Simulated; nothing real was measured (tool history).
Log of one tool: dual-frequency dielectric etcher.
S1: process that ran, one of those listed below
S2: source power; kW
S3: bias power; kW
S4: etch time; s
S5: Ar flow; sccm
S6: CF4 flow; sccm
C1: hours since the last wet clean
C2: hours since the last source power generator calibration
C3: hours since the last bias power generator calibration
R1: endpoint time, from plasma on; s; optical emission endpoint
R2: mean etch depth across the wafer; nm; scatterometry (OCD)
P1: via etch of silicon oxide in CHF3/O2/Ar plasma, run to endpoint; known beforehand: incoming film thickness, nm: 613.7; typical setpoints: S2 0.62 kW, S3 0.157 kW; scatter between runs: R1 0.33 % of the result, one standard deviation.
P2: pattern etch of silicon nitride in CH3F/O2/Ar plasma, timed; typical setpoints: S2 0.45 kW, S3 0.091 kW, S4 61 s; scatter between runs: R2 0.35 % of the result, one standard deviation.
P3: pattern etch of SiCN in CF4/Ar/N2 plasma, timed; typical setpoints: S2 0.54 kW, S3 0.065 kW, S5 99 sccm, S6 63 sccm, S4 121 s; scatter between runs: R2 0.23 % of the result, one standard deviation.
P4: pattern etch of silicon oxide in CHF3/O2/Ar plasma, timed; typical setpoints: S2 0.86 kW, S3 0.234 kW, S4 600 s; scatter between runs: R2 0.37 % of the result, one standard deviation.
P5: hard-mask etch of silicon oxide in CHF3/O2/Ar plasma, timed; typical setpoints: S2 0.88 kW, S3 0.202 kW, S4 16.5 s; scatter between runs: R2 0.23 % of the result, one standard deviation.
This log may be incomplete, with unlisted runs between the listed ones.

run   hour  S1    S2     S3    S4   S5  S6     C1      C2      C3      R1      R2
  1    9.2  P1  0.62  0.157                 153.8  1282.8  1628.9  303.42
  2   23.6  P1  0.62  0.097                 168.2  1297.2  1643.3  350.43
  3   36.2  P5  0.88  0.202  16.5           180.8  1309.8  1655.9          39.222
  4   50.5  P4  0.86  0.191   600           195.1  1324.1  1670.2          1425.7
  5   69.1  P2  0.45  0.091    61           213.7  1342.7  1688.8           50.66
  6   79.3  P4  0.86  0.234   330           223.9  1352.9    1699          838.13
  7   88.7  P3  0.54  0.065   121  134  63  233.3  1362.3  1708.4          110.67
  8  104.5  P4  0.86  0.234   600           249.1  1378.1  1724.2          1521.8
  9  117.5  P5  0.88  0.202  23.5           262.1  1391.1  1737.2          56.168
 10  132.8  P2  0.31  0.091    61           277.4  1406.4  1752.5           43.95
 11    151  P1  0.62  0.157                 295.6  1424.6  1770.7  303.97
 12  167.1  P3  0.54  0.065    79   99  63  311.7  1440.7  1786.8           75.75
 13  180.8  P4  1.04  0.234   600           325.4  1454.4  1800.5          1638.8
 14  190.4  P1  0.62  0.213                   335    1464  1810.1  271.39
 15  201.1  P5  0.88  0.284  16.5           345.7  1474.7  1820.8          44.228
       213  -- source power generator calibrated
 16  215.3  P5  0.88  0.202  16.5           359.9     2.4    1835          39.216
 17  229.5  P1  0.77  0.102                 374.1    16.6  1849.2  318.27
 18  244.5  P3  0.54  0.065   121   99  63  389.1    31.6  1864.2          116.49
 19  258.4  P1  0.62  0.157                   403    45.5  1878.1  303.77
 20  266.7  P2  0.45  0.091  89.5           411.3    53.8  1886.4          74.649
 21  274.8  P3  0.54  0.065   121   99  63  419.4    61.9  1894.5          115.96
 22  285.5  P1  0.46  0.157                 430.1    72.6  1905.2  339.21
 23  296.1  P5  0.68  0.202  16.5           440.7    83.2  1915.8          35.614
 24  312.6  P1  0.62  0.157                 457.2    99.7  1932.3  302.83
 25  330.2  P1  0.85  0.157                 474.8   117.3  1949.9  268.58
 26  342.8  P1  0.75  0.208                 487.4   129.9  1962.5  256.09
 27  352.4  P3  0.54  0.065   121   99  86    497   139.5  1972.1             122
 28  364.5  P3  0.54  0.039   121   99  63  509.1   151.6  1984.2           98.85
 29  377.6  P1  0.62  0.157                 522.2   164.7  1997.3  302.97
 30  394.4  P4  0.86  0.234   600             539   181.5  2014.1          1538.2
 31  409.5  P2  0.45  0.122    61           554.1   196.6  2029.2          56.169
 32  419.7  P1  0.76  0.095                 564.3   206.8  2039.4  326.61
 33  431.1  P3  0.65  0.065   121   99  63  575.7   218.2  2050.8           136.9
 34  443.5  P1  0.62  0.157                 588.1   230.6  2063.2  304.07
 35  455.5  P1  0.62  0.157                 600.1   242.6  2075.2  302.09
 36  468.1  P1  0.62  0.157                 612.7   255.2  2087.8  303.26
 37  481.4  P1  0.62  0.157                   626   268.5  2101.1  306.95
 38  492.2  P1  0.62  0.157                 636.8   279.3  2111.9  307.18
 39  508.7  P1  0.62  0.157                 653.3   295.8  2128.4   309.7
     516.3  -- wet clean of the chamber
 40  526.3  P1  0.62  0.157                  10.1   313.4    2146  307.66
 41  540.7  P1  0.62  0.157                  24.5   327.8  2160.4  309.48
 42  558.2  P1  0.62  0.157                    42   345.3  2177.9  307.74

What P1 gives has crept away from where it was. These 2 causes fit the log equally well, each at the size given:
A: bias power that arrives under what is set, % = 4.93
B: source power that arrives under what is set, % = 4.16
Creep in the process output first set in at about hour 455.5.
All other causes, with the reason each is excluded:
chamber walls in a state that lowers the etch rate, %: serviced at hour 516.3, after the drift had started, without restoring the earlier output

Below are 4 check runs, each on a single wafer, with their results shown as question marks. Which of them would tell the listed causes apart, meaning the causes would give clearly different results under it?
check 1  575.7  P2  0.45  0.118    61                            ?
check 2  575.7  P5  0.88  0.242  16.5                            ?
check 3  575.7  P3  0.54  0.044   121  134  63                   ?
check 4  575.7  P4  0.86  0.193   600                            ?

Outcome of each check run for each possible cause:
  check  result    if A    if B
check 1      R2  54.715   54.89
check 2      R2  41.158  41.214
check 3      R2  95.211  93.219
check 4      R2  1404.2  1404.8
Gap, in per cent, between the two causes that each check separates least, read from the result that separates them most: check 1 0.32 %; check 2 0.14 %; check 3 2.11 %; check 4 0.04 %
Check 3 tells the causes apart: in the others they would give nearly the same result.

With check 3 done, the readings were: R2 92.951 nm. Identify which of the listed causes applies.

Of the candidate causes, it is B: source power that arrives under what is set, %.
